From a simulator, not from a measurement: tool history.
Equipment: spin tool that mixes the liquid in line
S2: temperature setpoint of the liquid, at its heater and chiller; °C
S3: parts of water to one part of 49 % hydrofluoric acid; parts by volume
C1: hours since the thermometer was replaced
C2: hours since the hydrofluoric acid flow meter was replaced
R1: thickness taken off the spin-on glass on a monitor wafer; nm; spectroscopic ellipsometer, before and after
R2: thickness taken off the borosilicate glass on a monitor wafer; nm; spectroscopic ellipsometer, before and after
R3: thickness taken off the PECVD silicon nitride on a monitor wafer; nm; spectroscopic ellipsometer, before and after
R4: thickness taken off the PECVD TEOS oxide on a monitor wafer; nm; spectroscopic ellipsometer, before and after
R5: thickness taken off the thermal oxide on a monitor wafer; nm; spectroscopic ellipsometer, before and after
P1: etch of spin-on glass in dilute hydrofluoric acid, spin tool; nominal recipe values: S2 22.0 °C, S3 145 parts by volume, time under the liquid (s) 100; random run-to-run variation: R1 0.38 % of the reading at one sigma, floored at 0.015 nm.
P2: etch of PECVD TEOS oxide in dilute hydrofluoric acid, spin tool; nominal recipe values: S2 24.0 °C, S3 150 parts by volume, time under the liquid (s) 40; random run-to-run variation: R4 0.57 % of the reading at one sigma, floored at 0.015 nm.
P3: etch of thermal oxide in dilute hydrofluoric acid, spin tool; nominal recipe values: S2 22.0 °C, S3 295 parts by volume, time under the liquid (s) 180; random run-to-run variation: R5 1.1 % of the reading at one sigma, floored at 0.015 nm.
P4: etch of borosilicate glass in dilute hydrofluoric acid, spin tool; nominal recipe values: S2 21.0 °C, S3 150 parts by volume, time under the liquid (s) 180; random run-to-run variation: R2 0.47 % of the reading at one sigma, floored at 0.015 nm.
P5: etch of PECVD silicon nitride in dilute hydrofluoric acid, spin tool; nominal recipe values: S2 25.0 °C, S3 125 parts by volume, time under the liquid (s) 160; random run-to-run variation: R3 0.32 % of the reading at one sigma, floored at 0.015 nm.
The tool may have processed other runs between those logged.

{"run": 1, "day": 0.612, "process that ran": "P1", "S2": 22.0, "S3": 145, "time under the liquid (s)": 100, "C1": 228.2, "C2": 905.8, "R1": 22.115}
{"run": 2, "day": 1.183, "process that ran": "P4", "S2": 21.0, "S3": 150, "time under the liquid (s)": 180, "C1": 241.9, "C2": 919.5, "R2": 20.992}
{"run": 3, "day": 1.479, "process that ran": "P5", "S2": 25.0, "S3": 125, "time under the liquid (s)": 160, "C1": 249.0, "C2": 926.6, "R3": 7.843}
{"run": 4, "day": 2.125, "process that ran": "P2", "S2": 17.5, "S3": 150, "time under the liquid (s)": 40, "C1": 264.5, "C2": 942.1, "R4": 3.8699}
{"run": 5, "day": 2.717, "process that ran": "P2", "S2": 24.0, "S3": 30, "time under the liquid (s)": 40, "C1": 278.7, "C2": 956.3, "R4": 29.032}
{"run": 6, "day": 3.308, "process that ran": "P1", "S2": 22.0, "S3": 145, "time under the liquid (s)": 100, "C1": 292.9, "C2": 970.5, "R1": 22.32}
{"run": 7, "day": 3.646, "process that ran": "P4", "S2": 21.0, "S3": 150, "time under the liquid (s)": 15, "C1": 301.0, "C2": 978.6, "R2": 1.7556}
{"run": 8, "day": 4.175, "process that ran": "P1", "S2": 22.0, "S3": 90, "time under the liquid (s)": 100, "C1": 313.7, "C2": 991.3, "R1": 38.092}
{"run": 9, "day": 4.65, "process that ran": "P2", "S2": 24.0, "S3": 150, "time under the liquid (s)": 40, "C1": 325.1, "C2": 1002.7, "R4": 4.9804}
{"run": 10, "day": 5.2, "process that ran": "P1", "S2": 26.0, "S3": 145, "time under the liquid (s)": 100, "C1": 338.3, "C2": 1015.9, "R1": 25.876}
{"run": 11, "day": 5.729, "process that ran": "P1", "S2": 22.0, "S3": 240, "time under the liquid (s)": 150, "C1": 351.0, "C2": 1028.6, "R1": 18.097}
{"run": 12, "day": 6.221, "process that ran": "P3", "S2": 22.0, "S3": 295, "time under the liquid (s)": 180, "C1": 362.8, "C2": 1040.4, "R5": 2.2935}
{"run": 13, "day": 6.8, "process that ran": "P1", "S2": 22.0, "S3": 145, "time under the liquid (s)": 170, "C1": 376.7, "C2": 1054.3, "R1": 37.717}
{"run": 14, "day": 7.188, "process that ran": "P3", "S2": 17.0, "S3": 295, "time under the liquid (s)": 180, "C1": 386.0, "C2": 1063.6, "R5": 1.8805}
{"day": 7.379, "done": "thermometer replaced"}
{"run": 15, "day": 7.812, "process that ran": "P5", "S2": 19.0, "S3": 125, "time under the liquid (s)": 160, "C1": 10.4, "C2": 1078.6, "R3": 5.2164}
{"run": 16, "day": 8.388, "process that ran": "P1", "S2": 26.0, "S3": 75, "time under the liquid (s)": 100, "C1": 24.2, "C2": 1092.4, "R1": 54.942}
{"run": 17, "day": 8.971, "process that ran": "P3", "S2": 22.0, "S3": 140, "time under the liquid (s)": 180, "C1": 38.2, "C2": 1106.4, "R5": 5.5226}
{"run": 18, "day": 9.517, "process that ran": "P4", "S2": 21.0, "S3": 205, "time under the liquid (s)": 180, "C1": 51.3, "C2": 1119.5, "R2": 14.558}
{"run": 19, "day": 10.046, "process that ran": "P1", "S2": 22.0, "S3": 145, "time under the liquid (s)": 100, "C1": 64.0, "C2": 1132.2, "R1": 22.171}
{"run": 20, "day": 10.367, "process that ran": "P2", "S2": 24.0, "S3": 150, "time under the liquid (s)": 80, "C1": 71.7, "C2": 1139.9, "R4": 9.9104}
{"run": 21, "day": 10.875, "process that ran": "P1", "S2": 17.0, "S3": 65, "time under the liquid (s)": 100, "C1": 83.9, "C2": 1152.1, "R1": 43.949}
{"run": 22, "day": 11.354, "process that ran": "P1", "S2": 22.0, "S3": 145, "time under the liquid (s)": 100, "C1": 95.4, "C2": 1163.6, "R1": 22.252}
{"run": 23, "day": 11.683, "process that ran": "P5", "S2": 25.0, "S3": 125, "time under the liquid (s)": 40, "C1": 103.3, "C2": 1171.5, "R3": 1.9232}
{"run": 24, "day": 12.321, "process that ran": "P1", "S2": 22.0, "S3": 215, "time under the liquid (s)": 100, "C1": 118.6, "C2": 1186.8, "R1": 13.873}
{"run": 25, "day": 12.825, "process that ran": "P3", "S2": 22.0, "S3": 295, "time under the liquid (s)": 15, "C1": 130.7, "C2": 1198.9, "R5": 0.18961}
{"run": 26, "day": 13.483, "process that ran": "P4", "S2": 17.0, "S3": 150, "time under the liquid (s)": 180, "C1": 146.5, "C2": 1214.7, "R2": 17.986}
{"run": 27, "day": 14.133, "process that ran": "P5", "S2": 25.0, "S3": 195, "time under the liquid (s)": 160, "C1": 162.1, "C2": 1230.3, "R3": 5.0094}
{"run": 28, "day": 14.767, "process that ran": "P1", "S2": 17.0, "S3": 145, "time under the liquid (s)": 100, "C1": 177.3, "C2": 1245.5, "R1": 18.116}
{"run": 29, "day": 15.096, "process that ran": "P1", "S2": 22.0, "S3": 145, "time under the liquid (s)": 100, "C1": 185.2, "C2": 1253.4, "R1": 22.281}
{"run": 30, "day": 15.538, "process that ran": "P1", "S2": 22.0, "S3": 145, "time under the liquid (s)": 15, "C1": 195.8, "C2": 1264.0, "R1": 3.326}
{"run": 31, "day": 16.042, "process that ran": "P1", "S2": 22.0, "S3": 145, "time under the liquid (s)": 100, "C1": 207.9, "C2": 1276.1, "R1": 22.104}
{"run": 32, "day": 16.338, "process that ran": "P1", "S2": 22.0, "S3": 145, "time under the liquid (s)": 100, "C1": 215.0, "C2": 1283.2, "R1": 22.619}
{"run": 33, "day": 16.983, "process that ran": "P1", "S2": 22.0, "S3": 145, "time under the liquid (s)": 100, "C1": 230.5, "C2": 1298.7, "R1": 22.959}
{"run": 34, "day": 17.317, "process that ran": "P1", "S2": 22.0, "S3": 145, "time under the liquid (s)": 100, "C1": 238.5, "C2": 1306.7, "R1": 23.262}
{"run": 35, "day": 17.921, "process that ran": "P1", "S2": 22.0, "S3": 145, "time under the liquid (s)": 100, "C1": 253.0, "C2": 1321.2, "R1": 23.342}
{"run": 36, "day": 18.488, "process that ran": "P1", "S2": 22.0, "S3": 145, "time under the liquid (s)": 100, "C1": 266.6, "C2": 1334.8, "R1": 23.211}
{"run": 37, "day": 19.075, "process that ran": "P1", "S2": 22.0, "S3": 145, "time under the liquid (s)": 100, "C1": 280.7, "C2": 1348.9, "R1": 23.47}

Something has made what P1 gives creep away from where it was; the 2 causes below, each at its own stated size, fit the log equally well:
A: hydrofluoric acid flow above the setpoint (%) = 4.85
B: liquid hotter than its thermometer reads (K) = 1.41
The creep began at about day 16.042.

Which of the 4 check runs listed below, each an average over 2 wafers with its results shown as question marks, gives clearly different results under the different listed causes?
{"run": "check 1", "day": 19.662, "process that ran": "P5", "S2": 25.0, "S3": 125, "time under the liquid (s)": 50, "R3": "?"}
{"run": "check 2", "day": 19.662, "process that ran": "P3", "S2": 17.0, "S3": 295, "time under the liquid (s)": 85, "R5": "?"}
{"run": "check 3", "day": 19.662, "process that ran": "P2", "S2": 19.5, "S3": 150, "time under the liquid (s)": 80, "R4": "?"}
{"run": "check 4", "day": 19.662, "process that ran": "P4", "S2": 17.0, "S3": 150, "time under the liquid (s)": 50, "R2": "?"}

What each check would give under each cause:
check=check_1 result=R3 if_A=2.5545 if_B=2.6685
check=check_2 result=R5 if_A=0.94518 if_B=0.93971
check=check_3 result=R4 if_A=8.8044 if_B=8.8172
check=check_4 result=R2 if_A=5.2482 if_B=5.2654
Gap, in per cent, between the two causes that each check separates least, read from the result that separates them most: check 1 4.36 %; check 2 0.58 %; check 3 0.15 %; check 4 0.33 %
Of the check runs offered, only check 1 discriminates between the causes; the rest would read about the same regardless of which cause applies.

Then check 1 was run and gave: R3 2.6876 nm. Which cause is it?

The correct cause is B, namely: liquid hotter than its thermometer reads (K).

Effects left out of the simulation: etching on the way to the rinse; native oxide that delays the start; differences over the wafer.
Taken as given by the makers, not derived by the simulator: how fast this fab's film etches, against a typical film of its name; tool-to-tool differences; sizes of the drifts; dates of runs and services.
